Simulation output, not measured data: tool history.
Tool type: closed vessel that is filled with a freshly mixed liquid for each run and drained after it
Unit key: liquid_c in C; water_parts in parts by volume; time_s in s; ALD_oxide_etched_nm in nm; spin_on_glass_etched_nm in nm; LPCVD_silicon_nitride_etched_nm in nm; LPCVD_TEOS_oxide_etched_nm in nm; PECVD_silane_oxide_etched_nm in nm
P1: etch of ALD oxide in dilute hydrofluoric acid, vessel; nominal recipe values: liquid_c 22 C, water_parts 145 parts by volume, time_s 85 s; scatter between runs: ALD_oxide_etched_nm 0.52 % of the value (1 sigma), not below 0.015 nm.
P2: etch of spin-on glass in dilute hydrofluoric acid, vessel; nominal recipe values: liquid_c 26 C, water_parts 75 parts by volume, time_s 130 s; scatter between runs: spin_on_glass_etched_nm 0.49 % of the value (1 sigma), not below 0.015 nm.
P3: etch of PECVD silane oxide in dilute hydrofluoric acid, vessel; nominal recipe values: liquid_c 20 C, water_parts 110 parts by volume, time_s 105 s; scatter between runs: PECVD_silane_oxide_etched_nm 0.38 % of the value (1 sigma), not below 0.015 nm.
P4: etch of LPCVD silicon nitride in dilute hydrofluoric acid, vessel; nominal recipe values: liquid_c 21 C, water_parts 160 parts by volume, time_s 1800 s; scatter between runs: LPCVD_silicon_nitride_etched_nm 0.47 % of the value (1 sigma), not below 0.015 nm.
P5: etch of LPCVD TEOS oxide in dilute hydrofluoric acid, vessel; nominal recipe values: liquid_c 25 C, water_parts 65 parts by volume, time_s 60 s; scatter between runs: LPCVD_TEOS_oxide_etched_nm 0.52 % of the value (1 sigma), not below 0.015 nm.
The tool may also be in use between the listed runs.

run,hour,process,liquid_c,water_parts,time_s,hours since the thermometer was replaced,hours since the hydrofluoric acid flow meter was replaced,ALD_oxide_etched_nm,spin_on_glass_etched_nm,LPCVD_silicon_nitride_etched_nm,LPCVD_TEOS_oxide_etched_nm,PECVD_silane_oxide_etched_nm
1,4.2,P1,22,145,85,776.9,118.2,15.3,,,,
2,9.5,P2,26,130,130,782.2,123.5,,27.377,,,
3,14.4,P2,30.5,75,130,787.1,128.4,,61.042,,,
4,21.4,P1,22,60,45,794.1,135.4,21.553,,,,
5,27.7,P4,21,160,3515,800.4,141.7,,,9.0599,,
6,34.6,P2,26,75,130,807.3,148.6,,51.331,,,
7,41.2,P5,25,65,60,813.9,155.2,,,,43.594,
8,47.3,P1,22,145,85,820,161.3,15.238,,,,
9,52.5,P4,21,160,1800,825.2,166.5,,,4.5799,,
10,57.4,P4,21,160,1800,830.1,171.4,,,4.6383,,
11,64.8,P4,28,160,1800,837.5,178.8,,,7.3058,,
12,72.8,P5,25,90,60,845.5,186.8,,,,30.238,
13,80.4,P1,22,55,30,853.1,194.4,15.732,,,,
14,87.6,P2,26,75,130,860.3,201.6,,51.635,,,
15,96.8,P1,22,145,30,869.5,210.8,5.4022,,,,
16,106.1,P3,20,110,60,878.8,220.1,,,,,16.552
17,115,P1,17,145,85,887.7,229,12.366,,,,
18,123.4,P4,21,250,1800,896.1,237.4,,,3.036,,
19,131.8,P1,22,145,85,904.5,245.8,15.189,,,,
20,136,P3,20,50,105,908.7,250,,,,,69.186
21,142.4,P1,22,145,85,915.1,256.4,15.267,,,,
22,149.2,P1,22,145,160,921.9,263.2,28.638,,,,
23,153.5,P3,20,110,105,926.2,267.5,,,,,29.053
24,161.1,P2,26,75,255,933.8,275.1,,101.19,,,
25,168.8,P1,29,225,85,941.5,282.8,11.43,,,,
26,174.9,P5,25,65,105,947.6,288.9,,,,76.229,
27,182.4,P1,22,220,85,955.1,296.4,9.3099,,,,
28,186.5,P1,30.5,145,85,959.2,300.5,20.989,,,,
29,191.9,P5,31.5,65,60,964.6,305.9,,,,56.614,
30,198.7,P1,22,70,85,971.4,312.7,34.245,,,,
31,205.9,P3,17,110,105,978.6,319.9,,,,,25.812
32,210.3,P1,22,145,85,983,324.3,15.213,,,,
33,215.3,P1,22,145,85,988,329.3,14.871,,,,
34,221.1,P1,22,145,85,993.8,335.1,14.77,,,,
35,226.5,P1,22,145,85,999.2,340.5,14.535,,,,
36,233.6,P1,22,145,85,1006.3,347.6,14.411,,,,
37,239.8,P1,22,145,85,1012.5,353.8,14.273,,,,
38,247.6,P1,22,145,85,1020.3,361.6,14.235,,,,
39,256.6,P1,22,145,85,1029.3,370.6,14.229,,,,
40,265.4,P1,22,145,85,1038.1,379.4,14.037,,,,
41,270.3,P1,22,145,85,1043,384.3,14.225,,,,

Run 42 comes next. What will it give?
42,276.8,P1,22,145,85,1049.5,390.8,?,,,,

ALD_oxide_etched_nm: 14.193 nm
